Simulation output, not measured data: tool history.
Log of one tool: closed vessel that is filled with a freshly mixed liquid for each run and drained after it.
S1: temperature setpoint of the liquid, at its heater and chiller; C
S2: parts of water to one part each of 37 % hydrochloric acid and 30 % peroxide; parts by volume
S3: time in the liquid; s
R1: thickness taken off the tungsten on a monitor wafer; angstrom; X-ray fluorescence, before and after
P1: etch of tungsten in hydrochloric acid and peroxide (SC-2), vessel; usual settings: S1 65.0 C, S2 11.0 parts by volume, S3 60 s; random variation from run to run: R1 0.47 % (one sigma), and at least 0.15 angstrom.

Run 1, hour 4.3: S1 65.0 C, S2 11.0 parts by volume, S3 60 s. Result: R1 226.000 angstrom.
Run 2, hour 9.7: S1 51.0 C, S2 11.0 parts by volume, S3 60 s. Result: R1 92.053 angstrom.
Run 3, hour 12.2: S1 72.0 C, S2 11.0 parts by volume, S3 30 s. Result: R1 170.530 angstrom.
Run 4, hour 15.3: S1 65.0 C, S2 11.0 parts by volume, S3 60 s. Result: R1 223.420 angstrom.
Run 5, hour 20.5: S1 65.0 C, S2 16.0 parts by volume, S3 60 s. Result: R1 161.770 angstrom.
Run 6, hour 25.1: S1 65.0 C, S2 11.0 parts by volume, S3 60 s. Result: R1 222.640 angstrom.
Run 7, hour 28.9: S1 72.0 C, S2 11.0 parts by volume, S3 60 s. Result: R1 339.970 angstrom.
Run 8, hour 32.5: S1 65.0 C, S2 11.0 parts by volume, S3 30 s. Result: R1 111.730 angstrom.
Run 9, hour 37.4: S1 65.0 C, S2 4.0 parts by volume, S3 60 s. Result: R1 483.900 angstrom.
Run 10, hour 43.3: S1 65.0 C, S2 17.0 parts by volume, S3 30 s. Result: R1 76.451 angstrom.
Run 11, hour 48.8: S1 65.0 C, S2 11.0 parts by volume, S3 60 s. Result: R1 225.360 angstrom.
Run 12, hour 51.6: S1 65.0 C, S2 11.0 parts by volume, S3 60 s. Result: R1 222.870 angstrom.
At hour 54.3: new drum of peroxide connected.
Run 13, hour 56.8: S1 56.5 C, S2 6.5 parts by volume, S3 60 s. Result: R1 202.680 angstrom.
Run 14, hour 61.9: S1 65.0 C, S2 11.0 parts by volume, S3 60 s. Result: R1 224.720 angstrom.
Run 15, hour 64.5: S1 65.0 C, S2 11.0 parts by volume, S3 105 s. Result: R1 388.860 angstrom.
Run 16, hour 67.8: S1 65.0 C, S2 11.0 parts by volume, S3 60 s. Result: R1 224.040 angstrom.
Run 17, hour 71.4: S1 65.0 C, S2 11.0 parts by volume, S3 60 s. Result: R1 227.370 angstrom.
Run 18, hour 77.0: S1 65.0 C, S2 11.0 parts by volume, S3 60 s. Result: R1 235.360 angstrom.
Run 19, hour 81.0: S1 65.0 C, S2 11.0 parts by volume, S3 60 s. Result: R1 237.070 angstrom.
Run 20, hour 84.6: S1 65.0 C, S2 11.0 parts by volume, S3 60 s. Result: R1 239.330 angstrom.
Run 21, hour 88.9: S1 65.0 C, S2 11.0 parts by volume, S3 60 s. Result: R1 240.830 angstrom.
Run 22, hour 93.4: S1 65.0 C, S2 11.0 parts by volume, S3 60 s. Result: R1 243.010 angstrom.
Run 23, hour 98.4: S1 65.0 C, S2 11.0 parts by volume, S3 60 s. Result: R1 245.070 angstrom.
Run 24, hour 101.9: S1 65.0 C, S2 11.0 parts by volume, S3 60 s. Result: R1 242.800 angstrom.
Run 25, hour 105.3: S1 65.0 C, S2 11.0 parts by volume, S3 60 s. Result: R1 242.710 angstrom.
Run 26, hour 107.8: S1 65.0 C, S2 11.0 parts by volume, S3 60 s. Result: R1 243.670 angstrom.
Run 27, hour 112.9: S1 65.0 C, S2 11.0 parts by volume, S3 60 s. Result: R1 242.890 angstrom.

What P1 gives has crept away from where it was. These 2 causes fit the log equally well, each at the size given:
A: chemicals flow above the setpoint (%) = 11
B: liquid hotter than its thermometer reads (K) = 1.45
The creep began at about hour 67.8.
Why every other cause is out:
peroxide weaker than its label (%): at most 8, which would move R1 by -7.4 %: too little, or the wrong way

4 check runs are offered, each on 2 wafers whose results are averaged, their results left as question marks. Which one tells the causes apart?
Run check 1, hour 118.0: S1 65.0 C, S2 14.0 parts by volume, S3 30 s. Result: R1 ?.
Run check 2, hour 118.0: S1 53.5 C, S2 4.0 parts by volume, S3 60 s. Result: R1 ?.
Run check 3, hour 118.0: S1 65.0 C, S2 7.0 parts by volume, S3 30 s. Result: R1 ?.
Run check 4, hour 118.0: S1 71.0 C, S2 11.0 parts by volume, S3 30 s. Result: R1 ?.

What each check would give under each cause:
  check  result     if A     if B
check 1      R1   99.576   99.302
check 2      R1  251.540  258.140
check 3      R1  175.190  176.540
check 4      R1  174.940  174.470
How far apart the two closest causes lie, in the result that separates them most: check 1 0.28 %; check 2 2.59 %; check 3 0.77 %; check 4 0.27 %
Check 2 tells the causes apart: in the others they would give nearly the same result.

Check 2 was then run and gave: R1 257.120 angstrom. Which cause is it?

It is B: liquid hotter than its thermometer reads (K).
